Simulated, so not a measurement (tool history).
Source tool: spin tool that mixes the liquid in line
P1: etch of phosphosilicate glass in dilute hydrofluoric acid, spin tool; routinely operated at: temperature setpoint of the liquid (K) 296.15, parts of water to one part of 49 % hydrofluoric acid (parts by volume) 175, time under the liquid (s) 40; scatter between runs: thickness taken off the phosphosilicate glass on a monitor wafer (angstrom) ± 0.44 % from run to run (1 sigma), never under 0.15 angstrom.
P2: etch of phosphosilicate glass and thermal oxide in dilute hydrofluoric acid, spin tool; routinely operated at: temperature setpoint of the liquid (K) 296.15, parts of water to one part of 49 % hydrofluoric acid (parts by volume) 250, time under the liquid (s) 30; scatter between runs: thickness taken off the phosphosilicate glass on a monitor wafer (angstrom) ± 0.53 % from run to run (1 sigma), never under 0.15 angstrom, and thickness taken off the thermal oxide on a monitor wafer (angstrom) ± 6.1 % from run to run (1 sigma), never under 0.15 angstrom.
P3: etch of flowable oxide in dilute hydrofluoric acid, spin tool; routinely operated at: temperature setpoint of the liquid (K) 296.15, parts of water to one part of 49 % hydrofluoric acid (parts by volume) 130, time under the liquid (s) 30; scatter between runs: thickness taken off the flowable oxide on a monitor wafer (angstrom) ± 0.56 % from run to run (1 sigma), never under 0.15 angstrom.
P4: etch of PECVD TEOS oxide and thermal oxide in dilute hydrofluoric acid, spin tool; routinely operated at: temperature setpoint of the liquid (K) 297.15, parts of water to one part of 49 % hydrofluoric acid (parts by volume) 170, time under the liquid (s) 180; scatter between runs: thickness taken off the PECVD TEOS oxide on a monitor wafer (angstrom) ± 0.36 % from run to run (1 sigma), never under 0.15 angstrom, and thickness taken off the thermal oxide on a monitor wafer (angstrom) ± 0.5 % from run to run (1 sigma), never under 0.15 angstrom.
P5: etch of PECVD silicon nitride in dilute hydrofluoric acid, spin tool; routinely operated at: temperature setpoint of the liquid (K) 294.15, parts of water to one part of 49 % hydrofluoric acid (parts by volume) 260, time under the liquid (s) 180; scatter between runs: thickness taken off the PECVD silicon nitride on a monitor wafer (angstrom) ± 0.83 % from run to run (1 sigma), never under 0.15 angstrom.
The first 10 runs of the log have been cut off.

| run | hour | process that ran | temperature setpoint of the liquid (K) | parts of water to one part of 49 % hydrofluoric acid (parts by volume) | time under the liquid (s) | thickness taken off the phosphosilicate glass on a monitor wafer (angstrom) | thickness taken off the PECVD TEOS oxide on a monitor wafer (angstrom) | thickness taken off the thermal oxide on a monitor wafer (angstrom) | thickness taken off the PECVD silicon nitride on a monitor wafer (angstrom) | thickness taken off the flowable oxide on a monitor wafer (angstrom) |
|---|---|---|---|---|---|---|---|---|---|---|
| 11 | 31.6 | P3 | 296.15 | 130 | 55 |  |  |  |  | 149.860 |
| 12 | 34.0 | P3 | 300.15 | 130 | 30 |  |  |  |  | 94.957 |
| 13 | 37.3 | P1 | 291.15 | 70 | 40 | 593.110 |  |  |  |  |
| 14 | 40.7 | P3 | 296.15 | 25 | 30 |  |  |  |  | 479.930 |
| 15 | 44.4 | P5 | 294.15 | 260 | 15 |  |  |  | 2.5312 |  |
| 16 | 48.6 | P1 | 296.15 | 175 | 40 | 256.590 |  |  |  |  |
| 17 | 52.5 | P1 | 290.15 | 175 | 40 | 203.320 |  |  |  |  |
| 18 | 56.0 | P1 | 296.15 | 175 | 75 | 484.450 |  |  |  |  |
| 19 | 57.9 | P3 | 296.15 | 130 | 30 |  |  |  |  | 80.400 |
| 20 | 60.2 | P1 | 296.15 | 40 | 40 | 1326.100 |  |  |  |  |
| 21 | 62.9 | P1 | 296.15 | 175 | 40 | 256.270 |  |  |  |  |
| 22 | 67.0 | P4 | 304.65 | 170 | 180 |  | 237.94 | 58.7320 |  |  |
| 23 | 69.5 | P5 | 294.15 | 260 | 180 |  |  |  | 29.9410 |  |
| 24 | 72.8 | P1 | 296.15 | 175 | 40 | 254.820 |  |  |  |  |
| 25 | 75.1 | P5 | 299.65 | 260 | 180 |  |  |  | 42.9060 |  |
| 26 | 79.3 | P1 | 296.15 | 175 | 40 | 257.620 |  |  |  |  |
| 27 | 82.7 | P2 | 296.15 | 250 | 30 | 102.250 |  | 4.6748 |  |  |
| 28 | 85.6 | P4 | 297.15 | 170 | 180 |  | 180.41 | 45.4190 |  |  |
| 29 | 88.7 | P1 | 296.15 | 65 | 15 | 294.950 |  |  |  |  |

Predict the results of run 30:
| 30 | 92.8 | P5 | 294.15 | 445 | 180 |  |  |  | ? |  |

{"run 30": {"thickness taken off the PECVD silicon nitride on a monitor wafer (angstrom)": 17.736}}

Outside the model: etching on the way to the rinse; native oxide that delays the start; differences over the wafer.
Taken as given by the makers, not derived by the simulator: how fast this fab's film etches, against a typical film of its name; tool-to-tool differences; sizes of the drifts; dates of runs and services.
